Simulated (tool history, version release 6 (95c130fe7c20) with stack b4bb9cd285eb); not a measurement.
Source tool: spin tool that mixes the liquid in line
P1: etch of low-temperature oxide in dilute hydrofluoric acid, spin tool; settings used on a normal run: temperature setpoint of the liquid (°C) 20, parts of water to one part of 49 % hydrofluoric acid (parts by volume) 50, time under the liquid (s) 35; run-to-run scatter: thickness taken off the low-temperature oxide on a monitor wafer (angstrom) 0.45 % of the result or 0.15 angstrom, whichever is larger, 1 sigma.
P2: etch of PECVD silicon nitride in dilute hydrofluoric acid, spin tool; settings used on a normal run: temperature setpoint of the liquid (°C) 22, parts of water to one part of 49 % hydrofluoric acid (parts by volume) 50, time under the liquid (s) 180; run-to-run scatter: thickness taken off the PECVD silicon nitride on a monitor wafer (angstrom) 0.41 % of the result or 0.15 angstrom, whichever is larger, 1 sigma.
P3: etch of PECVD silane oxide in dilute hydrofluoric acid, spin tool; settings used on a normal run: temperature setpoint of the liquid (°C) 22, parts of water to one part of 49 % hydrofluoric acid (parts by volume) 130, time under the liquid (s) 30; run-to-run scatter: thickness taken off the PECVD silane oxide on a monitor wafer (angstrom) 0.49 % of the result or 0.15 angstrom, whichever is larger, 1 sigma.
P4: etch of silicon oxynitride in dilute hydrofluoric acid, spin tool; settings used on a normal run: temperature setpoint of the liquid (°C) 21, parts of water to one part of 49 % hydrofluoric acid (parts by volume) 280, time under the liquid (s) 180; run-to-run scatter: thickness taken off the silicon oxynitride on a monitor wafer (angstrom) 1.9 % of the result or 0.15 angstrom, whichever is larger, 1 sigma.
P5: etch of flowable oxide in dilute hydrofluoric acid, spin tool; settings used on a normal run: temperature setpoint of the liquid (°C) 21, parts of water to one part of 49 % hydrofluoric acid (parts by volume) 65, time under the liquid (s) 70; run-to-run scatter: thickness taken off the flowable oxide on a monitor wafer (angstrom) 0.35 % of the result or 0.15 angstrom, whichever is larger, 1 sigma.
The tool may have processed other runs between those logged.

| run | hour | process that ran | temperature setpoint of the liquid (°C) | parts of water to one part of 49 % hydrofluoric acid (parts by volume) | time under the liquid (s) | hours since the thermometer was replaced | hours since the hydrofluoric acid flow meter was replaced | thickness taken off the low-temperature oxide on a monitor wafer (angstrom) | thickness taken off the flowable oxide on a monitor wafer (angstrom) | thickness taken off the PECVD silane oxide on a monitor wafer (angstrom) | thickness taken off the PECVD silicon nitride on a monitor wafer (angstrom) | thickness taken off the silicon oxynitride on a monitor wafer (angstrom) |
|---|---|---|---|---|---|---|---|---|---|---|---|---|
| 1 | 4.5 | P1 | 20 | 50 | 35 | 379.5 | 1732.8 | 127.850 |  |  |  |  |
| 2 | 12.3 | P5 | 21 | 65 | 70 | 387.3 | 1740.6 |  | 339.100 |  |  |  |
| 3 | 18.3 | P3 | 22 | 130 | 30 | 393.3 | 1746.6 |  |  | 104.840 |  |  |
| 4 | 25.2 | P2 | 22 | 50 | 180 | 400.2 | 1753.5 |  |  |  | 53.377 |  |
| 5 | 32.2 | P2 | 22 | 50 | 40 | 407.2 | 1760.5 |  |  |  | 11.637 |  |
| 6 | 35.7 | P5 | 29 | 65 | 70 | 410.7 | 1764.0 |  | 468.970 |  |  |  |
| 7 | 39.9 | P4 | 21 | 280 | 180 | 414.9 | 1768.2 |  |  |  |  | 11.046 |
| 8 | 45.5 | P1 | 25 | 50 | 15 | 420.5 | 1773.8 | 68.068 |  |  |  |  |
| 9 | 50.0 | P1 | 20 | 50 | 35 | 425.0 | 1778.3 | 128.180 |  |  |  |  |
| 10 | 57.6 | P3 | 17 | 130 | 30 | 432.6 | 1785.9 |  |  | 85.529 |  |  |
| 11 | 64.3 | P3 | 22 | 130 | 55 | 439.3 | 1792.6 |  |  | 192.850 |  |  |
| 12 | 67.9 | P4 | 21 | 155 | 180 | 442.9 | 1796.2 |  |  |  |  | 22.338 |
| 13 | 72.1 | P1 | 20 | 50 | 15 | 447.1 | 1800.4 | 55.463 |  |  |  |  |
| 14 | 76.1 | P1 | 24 | 50 | 35 | 451.1 | 1804.4 | 151.520 |  |  |  |  |
| 15 | 81.8 | P1 | 20 | 75 | 50 | 456.8 | 1810.1 | 117.760 |  |  |  |  |
| 16 | 85.6 | P1 | 20 | 70 | 35 | 460.6 | 1813.9 | 89.784 |  |  |  |  |
| 17 | 90.4 | P5 | 21 | 65 | 70 | 465.4 | 1818.7 |  | 340.220 |  |  |  |
| 18 | 96.1 | P1 | 20 | 50 | 35 | 471.1 | 1824.4 | 128.970 |  |  |  |  |
| 19 | 101.2 | P1 | 20 | 50 | 35 | 476.2 | 1829.5 | 129.270 |  |  |  |  |
| 20 | 107.5 | P1 | 20 | 50 | 35 | 482.5 | 1835.8 | 128.750 |  |  |  |  |
| 21 | 115.3 | P5 | 21 | 65 | 20 | 490.3 | 1843.6 |  | 96.719 |  |  |  |
| 22 | 122.1 | P1 | 17 | 50 | 35 | 497.1 | 1850.4 | 112.530 |  |  |  |  |
| 23 | 129.2 | P2 | 26 | 50 | 180 | 504.2 | 1857.5 |  |  |  | 69.351 |  |
| 24 | 134.0 | P1 | 20 | 25 | 50 | 509.0 | 1862.3 | 376.590 |  |  |  |  |
| 25 | 137.9 | P4 | 29 | 280 | 180 | 512.9 | 1866.2 |  |  |  |  | 16.197 |
| 26 | 143.6 | P1 | 20 | 50 | 35 | 518.6 | 1871.9 | 128.810 |  |  |  |  |
| 27 | 151.4 | P4 | 21 | 280 | 355 | 526.4 | 1879.7 |  |  |  |  | 21.857 |
|  | 152.1 | hydrofluoric acid flow meter replaced |
| 28 | 156.4 | P2 | 22 | 20 | 180 | 531.4 | 4.4 |  |  |  | 129.470 |  |
| 29 | 160.7 | P3 | 22 | 180 | 30 | 535.7 | 8.7 |  |  | 71.844 |  |  |
| 30 | 165.3 | P1 | 20 | 20 | 35 | 540.3 | 13.3 | 330.170 |  |  |  |  |
| 31 | 172.1 | P3 | 22 | 130 | 30 | 547.1 | 20.1 |  |  | 105.720 |  |  |
| 32 | 176.9 | P1 | 20 | 50 | 55 | 551.9 | 24.9 | 201.950 |  |  |  |  |
| 33 | 182.6 | P5 | 21 | 115 | 70 | 557.6 | 30.6 |  | 181.620 |  |  |  |
| 34 | 186.9 | P1 | 20 | 50 | 35 | 561.9 | 34.9 | 128.110 |  |  |  |  |
| 35 | 192.3 | P1 | 20 | 50 | 35 | 567.3 | 40.3 | 125.010 |  |  |  |  |
| 36 | 199.5 | P1 | 20 | 50 | 35 | 574.5 | 47.5 | 120.520 |  |  |  |  |
| 37 | 207.1 | P1 | 20 | 50 | 35 | 582.1 | 55.1 | 119.640 |  |  |  |  |
| 38 | 213.3 | P1 | 20 | 50 | 35 | 588.3 | 61.3 | 118.530 |  |  |  |  |
| 39 | 219.7 | P1 | 20 | 50 | 35 | 594.7 | 67.7 | 118.350 |  |  |  |  |
| 40 | 225.3 | P1 | 20 | 50 | 35 | 600.3 | 73.3 | 118.190 |  |  |  |  |
| 41 | 232.2 | P1 | 20 | 50 | 35 | 607.2 | 80.2 | 116.950 |  |  |  |  |

What P1 gives has crept off from where it sat before. The 2 causes that follow fit the log equally well, each at the size noted:
A: hydrofluoric acid flow below the setpoint (%) = 7.4
B: liquid colder than its thermometer reads (K) = 1.91
Onset of the creep was near hour 186.9.

Question marks stand in for the results of the 4 check runs listed below, each run on one wafer. Under which run would the listed causes show clearly different results?
| check 1 | 239.1 | P3 | 22 | 130 | 30 |  |  |  |  | ? |  |  |
| check 2 | 239.1 | P2 | 22 | 50 | 180 |  |  |  |  |  | ? |  |
| check 3 | 239.1 | P5 | 21 | 65 | 70 |  |  |  | ? |  |  |  |
| check 4 | 239.1 | P4 | 21 | 280 | 180 |  |  |  |  |  |  | ? |

Predicted outcomes, by check and by cause:
| check | result | if A | if B |
|---|---|---|---|
| check 1 | thickness taken off the PECVD silane oxide on a monitor wafer (angstrom) | 96.081 | 97.266 |
| check 2 | thickness taken off the PECVD silicon nitride on a monitor wafer (angstrom) | 49.275 | 46.565 |
| check 3 | thickness taken off the flowable oxide on a monitor wafer (angstrom) | 311.910 | 312.790 |
| check 4 | thickness taken off the silicon oxynitride on a monitor wafer (angstrom) | 10.207 | 10.263 |
Minimum pairwise separation of causes per check, each pair taken at its best-separating result: check 1 1.23 %; check 2 5.66 %; check 3 0.28 %; check 4 0.55 %
Of the check runs offered, only check 2 discriminates between the causes; the rest would read about the same regardless of which cause applies.

Here is what check 2 returned: thickness taken off the PECVD silicon nitride on a monitor wafer (angstrom) 46.287. Which cause is it?

The cause is B: liquid colder than its thermometer reads (K).

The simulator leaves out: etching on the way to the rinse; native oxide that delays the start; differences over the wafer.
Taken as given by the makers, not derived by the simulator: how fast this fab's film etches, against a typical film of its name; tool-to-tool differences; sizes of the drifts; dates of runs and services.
